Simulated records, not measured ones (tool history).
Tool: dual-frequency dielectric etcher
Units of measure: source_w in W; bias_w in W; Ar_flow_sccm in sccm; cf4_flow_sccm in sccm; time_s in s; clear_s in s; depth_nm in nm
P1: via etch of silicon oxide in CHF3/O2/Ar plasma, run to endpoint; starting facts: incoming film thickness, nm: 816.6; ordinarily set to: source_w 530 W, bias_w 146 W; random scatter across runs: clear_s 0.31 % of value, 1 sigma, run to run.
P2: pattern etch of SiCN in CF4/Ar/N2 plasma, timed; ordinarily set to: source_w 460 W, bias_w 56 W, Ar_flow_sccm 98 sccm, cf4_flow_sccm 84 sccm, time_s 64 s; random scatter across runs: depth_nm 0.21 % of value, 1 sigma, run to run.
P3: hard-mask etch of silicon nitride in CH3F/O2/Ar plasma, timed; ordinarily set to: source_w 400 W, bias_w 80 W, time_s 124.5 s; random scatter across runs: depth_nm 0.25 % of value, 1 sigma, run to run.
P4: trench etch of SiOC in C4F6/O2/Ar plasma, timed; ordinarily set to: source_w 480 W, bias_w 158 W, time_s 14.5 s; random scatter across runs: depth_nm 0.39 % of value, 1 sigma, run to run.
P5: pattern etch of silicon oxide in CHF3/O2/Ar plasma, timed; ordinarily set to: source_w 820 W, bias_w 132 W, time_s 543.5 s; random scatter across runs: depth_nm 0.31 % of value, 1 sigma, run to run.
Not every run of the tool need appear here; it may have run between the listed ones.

| run | day | process | source_w | bias_w | Ar_flow_sccm | cf4_flow_sccm | time_s | hours since the last wet clean | hours since the last source power generator calibration | hours since the last bias power generator calibration | clear_s | depth_nm |
|---|---|---|---|---|---|---|---|---|---|---|---|---|
| 1 | 0.183 | P1 | 530 | 146 |  |  |  | 63 | 574.8 | 833 | 461.24 |  |
| 2 | 0.412 | P2 | 460 | 44 | 98 | 84 | 64 | 68.5 | 580.3 | 838.5 |  | 48.945 |
| 3 | 0.642 | P3 | 560 | 80 |  |  | 124.5 | 74 | 585.8 | 844 |  | 108.07 |
| 4 | 0.942 | P1 | 530 | 146 |  |  |  | 81.2 | 593 | 851.2 | 460.33 |  |
| 5 | 1.129 | P3 | 400 | 80 |  |  | 124.5 | 85.7 | 597.5 | 855.7 |  | 94.931 |
| 6 | 1.342 | P1 | 530 | 178 |  |  |  | 90.8 | 602.6 | 860.8 | 431.98 |  |
| 7 | 1.475 | P5 | 820 | 132 |  |  | 768.5 | 94 | 605.8 | 864 |  | 1527.5 |
| 8 | 1.7 | P2 | 460 | 56 | 62 | 84 | 64 | 99.4 | 611.2 | 869.4 |  | 56.298 |
| 9 | 1.95 | P1 | 420 | 119 |  |  |  | 105.4 | 617.2 | 875.4 | 541.21 |  |
| 10 | 2.104 | P2 | 460 | 56 | 98 | 84 | 95 | 109.1 | 620.9 | 879.1 |  | 78.251 |
| 11 | 2.321 | P5 | 510 | 132 |  |  | 543.5 | 114.3 | 626.1 | 884.3 |  | 885.11 |
| 12 | 2.575 | P1 | 530 | 86 |  |  |  | 120.4 | 632.2 | 890.4 | 544.68 |  |
| 13 | 2.712 | P1 | 320 | 146 |  |  |  | 123.7 | 635.5 | 893.7 | 562.01 |  |
| 14 | 2.854 | P2 | 460 | 56 | 98 | 84 | 64 | 127.1 | 638.9 | 897.1 |  | 52.427 |
| 15 | 3.075 | P4 | 480 | 100 |  |  | 14.5 | 132.4 | 644.2 | 902.4 |  | 27.288 |
| 16 | 3.371 | P1 | 530 | 146 |  |  |  | 139.5 | 651.3 | 909.5 | 459.47 |  |
| 17 | 3.588 | P4 | 480 | 158 |  |  | 19 | 144.7 | 656.5 | 914.7 |  | 40.52 |
| 18 | 3.842 | P1 | 530 | 146 |  |  |  | 150.8 | 662.6 | 920.8 | 460.15 |  |
| 19 | 3.988 | P5 | 820 | 132 |  |  | 543.5 | 154.3 | 666.1 | 924.3 |  | 1073 |
| 20 | 4.146 | P2 | 460 | 56 | 98 | 84 | 64 | 158.1 | 669.9 | 928.1 |  | 52.581 |
| 21 | 4.333 | P3 | 400 | 80 |  |  | 185 | 162.6 | 674.4 | 932.6 |  | 141.08 |
| 22 | 4.588 | P1 | 710 | 146 |  |  |  | 168.7 | 680.5 | 938.7 | 410.41 |  |
| 23 | 4.792 | P2 | 460 | 56 | 98 | 68 | 64 | 173.6 | 685.4 | 943.6 |  | 50.997 |
| 24 | 5.092 | P4 | 320 | 158 |  |  | 14.5 | 180.8 | 692.6 | 950.8 |  | 26.461 |
| 25 | 5.271 | P2 | 620 | 56 | 98 | 84 | 64 | 185.1 | 696.9 | 955.1 |  | 68.719 |
| 26 | 5.438 | P5 | 820 | 167 |  |  | 543.5 | 189.1 | 700.9 | 959.1 |  | 1157.4 |
| 27 | 5.688 | P3 | 400 | 102 |  |  | 124.5 | 195.1 | 706.9 | 965.1 |  | 103.69 |
| 28 | 5.9 | P4 | 480 | 158 |  |  | 14.5 | 200.2 | 712 | 970.2 |  | 30.76 |
| 29 | 6.042 | P1 | 530 | 146 |  |  |  | 203.6 | 715.4 | 973.6 | 464.53 |  |
| 30 | 6.221 | P3 | 400 | 80 |  |  | 124.5 | 207.9 | 719.7 | 977.9 |  | 95.358 |
| 31 | 6.392 | P1 | 530 | 146 |  |  |  | 212 | 723.8 | 982 | 464.42 |  |
| 32 | 6.629 | P1 | 530 | 146 |  |  |  | 217.7 | 729.5 | 987.7 | 458.58 |  |
| 33 | 6.9 | P1 | 530 | 146 |  |  |  | 224.2 | 736 | 994.2 | 458.13 |  |
| 34 | 7.167 | P1 | 530 | 146 |  |  |  | 230.6 | 742.4 | 1000.6 | 456.68 |  |
| 35 | 7.404 | P1 | 530 | 146 |  |  |  | 236.3 | 748.1 | 1006.3 | 456.58 |  |
|  | 7.583 | wet clean of the chamber |
| 36 | 7.675 | P1 | 530 | 146 |  |  |  | 2.2 | 754.6 | 1012.8 | 453.79 |  |
| 37 | 7.95 | P1 | 530 | 146 |  |  |  | 8.8 | 761.2 | 1019.4 | 456.85 |  |
| 38 | 8.112 | P1 | 530 | 146 |  |  |  | 12.7 | 765.1 | 1023.3 | 455.22 |  |
| 39 | 8.329 | P1 | 530 | 146 |  |  |  | 17.9 | 770.3 | 1028.5 | 454.96 |  |
| 40 | 8.508 | P1 | 530 | 146 |  |  |  | 22.2 | 774.6 | 1032.8 | 456.02 |  |
| 41 | 8.704 | P1 | 530 | 146 |  |  |  | 26.9 | 779.3 | 1037.5 | 455.02 |  |

P1 no longer gives what it gave before; its output has crept away from where it was. The following 2 causes, each at its listed size, fit the log equally well:
A: source power that arrives over what is set, % = 4.12
B: bias power that arrives over what is set, % = 4.9
The creep began at about day 6.392.
Each remaining cause and why it is not a fit:
chamber walls in a state that raises the etch rate, %: maintenance at day 7.583, after the shift began, did not return the process to its former output

4 check runs are offered, one wafer each, their results left as question marks. Which one tells the causes apart?
| check 1 | 8.9 | P5 | 820 | 132 |  |  | 543.5 |  |  |  |  | ? |
| check 2 | 8.9 | P2 | 460 | 56 | 98 | 84 | 64 |  |  |  |  | ? |
| check 3 | 8.9 | P4 | 480 | 158 |  |  | 14.5 |  |  |  |  | ? |
| check 4 | 8.9 | P3 | 400 | 80 |  |  | 124.5 |  |  |  |  | ? |

If the cause were each of the candidates in turn, the checks would give the following:
| check | result | if A | if B |
|---|---|---|---|
| check 1 | depth_nm | 1091.7 | 1090.5 |
| check 2 | depth_nm | 54.632 | 53.517 |
| check 3 | depth_nm | 31.439 | 31.397 |
| check 4 | depth_nm | 96.459 | 96.62 |
Minimum pairwise separation of causes per check, each pair taken at its best-separating result: check 1 0.11 %; check 2 2.06 %; check 3 0.13 %; check 4 0.17 %
Of the check runs offered, only check 2 discriminates between the causes; the rest would read about the same regardless of which cause applies.

The results of check 2 are: depth_nm 53.613 nm. Based on these, which of the listed causes is it?

Of the candidate causes, it is B: bias power that arrives over what is set, %.

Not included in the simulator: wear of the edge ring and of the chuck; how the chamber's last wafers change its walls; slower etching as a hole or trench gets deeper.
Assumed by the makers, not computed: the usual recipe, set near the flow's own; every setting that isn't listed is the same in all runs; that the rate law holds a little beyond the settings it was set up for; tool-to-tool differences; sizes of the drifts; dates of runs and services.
